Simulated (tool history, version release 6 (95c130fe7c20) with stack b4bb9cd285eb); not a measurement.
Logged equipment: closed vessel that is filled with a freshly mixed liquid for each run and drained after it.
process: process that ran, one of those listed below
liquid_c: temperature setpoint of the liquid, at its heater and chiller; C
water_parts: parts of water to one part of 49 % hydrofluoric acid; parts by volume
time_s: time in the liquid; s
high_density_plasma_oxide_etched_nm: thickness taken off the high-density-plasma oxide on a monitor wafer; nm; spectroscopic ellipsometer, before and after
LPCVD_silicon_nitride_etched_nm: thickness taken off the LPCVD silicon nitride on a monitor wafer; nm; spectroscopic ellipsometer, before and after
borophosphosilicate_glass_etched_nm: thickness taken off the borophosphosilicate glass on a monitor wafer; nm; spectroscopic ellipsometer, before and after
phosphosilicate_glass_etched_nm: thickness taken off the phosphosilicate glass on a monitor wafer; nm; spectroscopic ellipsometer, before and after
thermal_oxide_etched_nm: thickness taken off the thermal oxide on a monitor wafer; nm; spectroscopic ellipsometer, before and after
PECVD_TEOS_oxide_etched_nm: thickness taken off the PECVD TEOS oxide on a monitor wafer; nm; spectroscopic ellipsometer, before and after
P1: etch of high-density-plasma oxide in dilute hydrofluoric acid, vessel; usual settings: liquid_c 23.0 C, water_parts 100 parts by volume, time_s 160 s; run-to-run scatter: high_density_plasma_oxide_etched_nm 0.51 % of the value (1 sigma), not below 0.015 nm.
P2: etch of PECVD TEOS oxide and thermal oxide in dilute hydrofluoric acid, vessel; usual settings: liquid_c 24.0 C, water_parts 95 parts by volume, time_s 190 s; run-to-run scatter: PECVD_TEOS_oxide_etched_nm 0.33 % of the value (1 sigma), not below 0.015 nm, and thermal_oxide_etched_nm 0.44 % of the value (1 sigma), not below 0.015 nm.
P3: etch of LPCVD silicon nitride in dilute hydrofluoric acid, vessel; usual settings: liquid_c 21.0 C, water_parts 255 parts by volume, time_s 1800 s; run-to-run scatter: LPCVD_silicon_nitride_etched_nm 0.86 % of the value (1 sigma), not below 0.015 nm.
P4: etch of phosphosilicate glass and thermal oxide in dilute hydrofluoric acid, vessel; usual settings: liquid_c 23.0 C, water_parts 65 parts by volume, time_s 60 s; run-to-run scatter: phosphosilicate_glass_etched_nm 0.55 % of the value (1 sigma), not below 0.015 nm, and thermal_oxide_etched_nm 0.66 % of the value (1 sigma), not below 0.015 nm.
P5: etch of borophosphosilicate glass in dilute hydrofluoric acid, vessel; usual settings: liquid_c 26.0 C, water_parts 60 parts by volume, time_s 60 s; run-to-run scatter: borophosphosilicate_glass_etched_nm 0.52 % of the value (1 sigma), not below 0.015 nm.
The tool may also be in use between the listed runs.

run	day	process	liquid_c	water_parts	time_s	high_density_plasma_oxide_etched_nm	LPCVD_silicon_nitride_etched_nm	borophosphosilicate_glass_etched_nm	phosphosilicate_glass_etched_nm	thermal_oxide_etched_nm	PECVD_TEOS_oxide_etched_nm
1	0.442	P1	23.0	100	160	16.8640					
2	0.988	P3	21.0	45	1800		15.8070				
3	1.312	P1	18.0	100	160	13.7780					
4	1.846	P1	23.0	100	160	16.9130					
5	2.408	P3	17.0	255	1800		2.2574				
6	2.829	P5	26.0	60	60			40.430			
# day 2.879: hydrofluoric acid flow meter replaced
7	3.312	P1	23.0	100	300	31.6350					
8	3.600	P4	23.0	65	110				126.770	7.8610	
9	4.092	P5	31.0	60	60			48.761			
10	4.421	P1	17.0	170	160	7.2249					
11	4.762	P3	21.0	255	1800		2.9060				
12	5.079	P1	23.0	100	40	4.2630					
13	5.400	P5	26.0	35	60			71.242			
14	5.671	P1	29.0	100	160	21.2310					
15	6.004	P1	17.0	175	160	7.0734					
16	6.521	P2	24.0	30	190					31.0330	114.680
17	6.854	P4	23.0	65	60				69.092	4.3263	
18	7.200	P2	27.5	95	190					10.3760	38.053
19	7.675	P1	23.0	100	160	16.9870					
20	8.017	P4	23.0	105	60				40.702	2.5665	
21	8.371	P5	26.0	60	30			20.078			

Predict the results of run 22:
22	8.850	P1	23.0	50	160	?					

Run 22 gave high_density_plasma_oxide_etched_nm 36.2180 nm.
